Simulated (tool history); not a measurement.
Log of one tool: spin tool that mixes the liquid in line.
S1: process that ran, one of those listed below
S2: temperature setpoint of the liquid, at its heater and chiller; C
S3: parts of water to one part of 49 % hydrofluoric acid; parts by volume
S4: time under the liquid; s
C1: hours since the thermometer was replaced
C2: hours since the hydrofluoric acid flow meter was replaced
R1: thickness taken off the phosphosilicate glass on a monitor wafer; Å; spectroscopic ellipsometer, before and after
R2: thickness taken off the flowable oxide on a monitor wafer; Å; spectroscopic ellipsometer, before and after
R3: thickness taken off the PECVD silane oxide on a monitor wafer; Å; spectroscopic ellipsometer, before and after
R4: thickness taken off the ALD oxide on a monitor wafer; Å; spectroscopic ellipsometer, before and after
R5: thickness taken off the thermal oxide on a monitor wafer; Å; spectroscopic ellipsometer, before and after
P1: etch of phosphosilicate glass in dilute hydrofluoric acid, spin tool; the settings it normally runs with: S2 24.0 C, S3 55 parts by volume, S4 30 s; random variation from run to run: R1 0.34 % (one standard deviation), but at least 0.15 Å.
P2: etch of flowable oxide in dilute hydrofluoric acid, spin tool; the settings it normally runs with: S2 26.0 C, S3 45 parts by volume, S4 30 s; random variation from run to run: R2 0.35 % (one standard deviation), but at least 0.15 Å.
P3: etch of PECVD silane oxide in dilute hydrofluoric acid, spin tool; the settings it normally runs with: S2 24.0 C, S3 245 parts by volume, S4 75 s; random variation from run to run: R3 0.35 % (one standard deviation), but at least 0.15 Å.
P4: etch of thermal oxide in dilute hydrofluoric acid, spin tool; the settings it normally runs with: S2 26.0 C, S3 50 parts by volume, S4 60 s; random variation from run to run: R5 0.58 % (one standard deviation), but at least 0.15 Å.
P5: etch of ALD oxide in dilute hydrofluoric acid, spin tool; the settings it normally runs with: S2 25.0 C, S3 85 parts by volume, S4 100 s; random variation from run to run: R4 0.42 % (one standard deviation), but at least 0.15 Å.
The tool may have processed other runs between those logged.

{"run": 1, "hour": 13.2, "S1": "P1", "S2": 24.0, "S3": 55, "S4": 30, "C1": 980.8, "C2": 813.6, "R1": 844.84}
{"run": 2, "hour": 29.9, "S1": "P2", "S2": 26.0, "S3": 45, "S4": 30, "C1": 997.5, "C2": 830.3, "R2": 494.02}
{"run": 3, "hour": 37.9, "S1": "P1", "S2": 24.0, "S3": 55, "S4": 60, "C1": 1005.5, "C2": 838.3, "R1": 1714.5}
{"run": 4, "hour": 49.6, "S1": "P1", "S2": 24.0, "S3": 55, "S4": 30, "C1": 1017.2, "C2": 850.0, "R1": 854.27}
{"hour": 56.9, "done": "thermometer replaced"}
{"run": 5, "hour": 57.4, "S1": "P1", "S2": 17.0, "S3": 55, "S4": 30, "C1": 0.6, "C2": 857.8, "R1": 637.14}
{"run": 6, "hour": 72.8, "S1": "P3", "S2": 24.0, "S3": 245, "S4": 130, "C1": 16.0, "C2": 873.2, "R3": 110.12}
{"run": 7, "hour": 89.1, "S1": "P1", "S2": 24.0, "S3": 55, "S4": 30, "C1": 32.3, "C2": 889.5, "R1": 852.98}
{"run": 8, "hour": 106.1, "S1": "P5", "S2": 25.0, "S3": 150, "S4": 100, "C1": 49.3, "C2": 906.5, "R4": 122.14}
{"run": 9, "hour": 117.6, "S1": "P1", "S2": 20.5, "S3": 105, "S4": 30, "C1": 60.8, "C2": 918.0, "R1": 364.58}
{"run": 10, "hour": 128.6, "S1": "P2", "S2": 32.5, "S3": 45, "S4": 30, "C1": 71.8, "C2": 929.0, "R2": 639.91}
{"run": 11, "hour": 143.8, "S1": "P3", "S2": 24.0, "S3": 245, "S4": 75, "C1": 87.0, "C2": 944.2, "R3": 63.498}
{"run": 12, "hour": 156.3, "S1": "P5", "S2": 19.5, "S3": 85, "S4": 100, "C1": 99.5, "C2": 956.7, "R4": 185.04}
{"run": 13, "hour": 169.6, "S1": "P4", "S2": 26.0, "S3": 50, "S4": 60, "C1": 112.8, "C2": 970.0, "R5": 64.113}
{"run": 14, "hour": 183.7, "S1": "P4", "S2": 26.0, "S3": 50, "S4": 60, "C1": 126.9, "C2": 984.1, "R5": 63.374}
{"run": 15, "hour": 192.8, "S1": "P1", "S2": 24.0, "S3": 55, "S4": 15, "C1": 136.0, "C2": 993.2, "R1": 428.77}
{"run": 16, "hour": 209.6, "S1": "P2", "S2": 26.0, "S3": 80, "S4": 30, "C1": 152.8, "C2": 1010.0, "R2": 266.15}
{"run": 17, "hour": 226.3, "S1": "P4", "S2": 26.0, "S3": 70, "S4": 60, "C1": 169.5, "C2": 1026.7, "R5": 44.561}
{"run": 18, "hour": 241.4, "S1": "P3", "S2": 24.0, "S3": 60, "S4": 75, "C1": 184.6, "C2": 1041.8, "R3": 322.26}
{"run": 19, "hour": 257.0, "S1": "P1", "S2": 24.0, "S3": 100, "S4": 30, "C1": 200.2, "C2": 1057.4, "R1": 442.91}
{"run": 20, "hour": 271.3, "S1": "P1", "S2": 24.0, "S3": 55, "S4": 30, "C1": 214.5, "C2": 1071.7, "R1": 854.0}
{"run": 21, "hour": 285.3, "S1": "P4", "S2": 26.0, "S3": 50, "S4": 85, "C1": 228.5, "C2": 1085.7, "R5": 90.584}
{"run": 22, "hour": 295.4, "S1": "P2", "S2": 26.0, "S3": 45, "S4": 55, "C1": 238.6, "C2": 1095.8, "R2": 900.99}
{"run": 23, "hour": 308.9, "S1": "P5", "S2": 25.0, "S3": 85, "S4": 100, "C1": 252.1, "C2": 1109.3, "R4": 233.23}
{"run": 24, "hour": 320.6, "S1": "P1", "S2": 24.0, "S3": 55, "S4": 30, "C1": 263.8, "C2": 1121.0, "R1": 855.0}
{"run": 25, "hour": 337.1, "S1": "P1", "S2": 24.0, "S3": 55, "S4": 30, "C1": 280.3, "C2": 1137.5, "R1": 854.02}
{"run": 26, "hour": 348.5, "S1": "P5", "S2": 25.0, "S3": 85, "S4": 55, "C1": 291.7, "C2": 1148.9, "R4": 129.29}
{"run": 27, "hour": 359.9, "S1": "P3", "S2": 32.5, "S3": 245, "S4": 75, "C1": 303.1, "C2": 1160.3, "R3": 84.853}
{"run": 28, "hour": 367.9, "S1": "P1", "S2": 24.0, "S3": 55, "S4": 30, "C1": 311.1, "C2": 1168.3, "R1": 857.81}
{"run": 29, "hour": 382.4, "S1": "P4", "S2": 18.5, "S3": 50, "S4": 60, "C1": 325.6, "C2": 1182.8, "R5": 46.765}
{"run": 30, "hour": 394.3, "S1": "P1", "S2": 28.5, "S3": 55, "S4": 30, "C1": 337.5, "C2": 1194.7, "R1": 1021.0}
{"run": 31, "hour": 402.8, "S1": "P1", "S2": 24.0, "S3": 25, "S4": 30, "C1": 346.0, "C2": 1203.2, "R1": 1951.2}
{"run": 32, "hour": 418.9, "S1": "P5", "S2": 25.0, "S3": 85, "S4": 100, "C1": 362.1, "C2": 1219.3, "R4": 232.61}
{"run": 33, "hour": 426.6, "S1": "P1", "S2": 29.5, "S3": 100, "S4": 30, "C1": 369.8, "C2": 1227.0, "R1": 548.24}
{"run": 34, "hour": 437.3, "S1": "P1", "S2": 24.0, "S3": 85, "S4": 50, "C1": 380.5, "C2": 1237.7, "R1": 885.95}
{"run": 35, "hour": 454.1, "S1": "P1", "S2": 24.0, "S3": 55, "S4": 30, "C1": 397.3, "C2": 1254.5, "R1": 853.37}
{"run": 36, "hour": 470.7, "S1": "P1", "S2": 24.0, "S3": 55, "S4": 30, "C1": 413.9, "C2": 1271.1, "R1": 885.69}
{"run": 37, "hour": 484.9, "S1": "P1", "S2": 24.0, "S3": 55, "S4": 30, "C1": 428.1, "C2": 1285.3, "R1": 898.07}
{"run": 38, "hour": 492.8, "S1": "P1", "S2": 24.0, "S3": 55, "S4": 30, "C1": 436.0, "C2": 1293.2, "R1": 905.46}
{"run": 39, "hour": 508.5, "S1": "P1", "S2": 24.0, "S3": 55, "S4": 30, "C1": 451.7, "C2": 1308.9, "R1": 915.05}
{"run": 40, "hour": 518.0, "S1": "P1", "S2": 24.0, "S3": 55, "S4": 30, "C1": 461.2, "C2": 1318.4, "R1": 914.25}
{"run": 41, "hour": 533.0, "S1": "P1", "S2": 24.0, "S3": 55, "S4": 30, "C1": 476.2, "C2": 1333.4, "R1": 916.91}
{"run": 42, "hour": 542.7, "S1": "P1", "S2": 24.0, "S3": 55, "S4": 30, "C1": 485.9, "C2": 1343.1, "R1": 920.94}
{"run": 43, "hour": 553.5, "S1": "P1", "S2": 24.0, "S3": 55, "S4": 30, "C1": 496.7, "C2": 1353.9, "R1": 921.28}
{"run": 44, "hour": 562.7, "S1": "P1", "S2": 24.0, "S3": 55, "S4": 30, "C1": 505.9, "C2": 1363.1, "R1": 917.36}

P1 has crept away from where it was. The log is fitted equally well by each of these 2 causes, at the sizes shown:
A: liquid hotter than its thermometer reads (K) = 1.83
B: hydrofluoric acid flow above the setpoint (%) = 7.2
The drift started at roughly hour 454.1.

Which of the 4 check runs listed below separates the causes, so that each cause would produce a clearly different result? Each run uses one wafer, and its results are marked with question marks.
{"run": "check 1", "hour": 571.9, "S1": "P5", "S2": 21.0, "S3": 145, "S4": 100, "R4": "?"}
{"run": "check 2", "hour": 571.9, "S1": "P3", "S2": 31.5, "S3": 245, "S4": 75, "R3": "?"}
{"run": "check 3", "hour": 571.9, "S1": "P4", "S2": 19.0, "S3": 50, "S4": 60, "R5": "?"}
{"run": "check 4", "hour": 571.9, "S1": "P2", "S2": 26.0, "S3": 75, "S4": 30, "R2": "?"}

If the cause were each of the candidates in turn, the checks would give the following:
check=check_1 result=R4 if_A=117.14 if_B=118.13
check=check_2 result=R3 if_A=87.219 if_B=89.881
check=check_3 result=R5 if_A=51.725 if_B=51.505
check=check_4 result=R2 if_A=306.60 if_B=307.93
Minimum pairwise separation of causes per check, each pair taken at its best-separating result: check 1 0.84 %; check 2 3.01 %; check 3 0.43 %; check 4 0.43 %
Only check 2 tells the causes apart: in the others they would give nearly the same result.

Here is what check 2 returned: R3 89.762 Å. Which cause is it?

The cause is B: hydrofluoric acid flow above the setpoint (%).
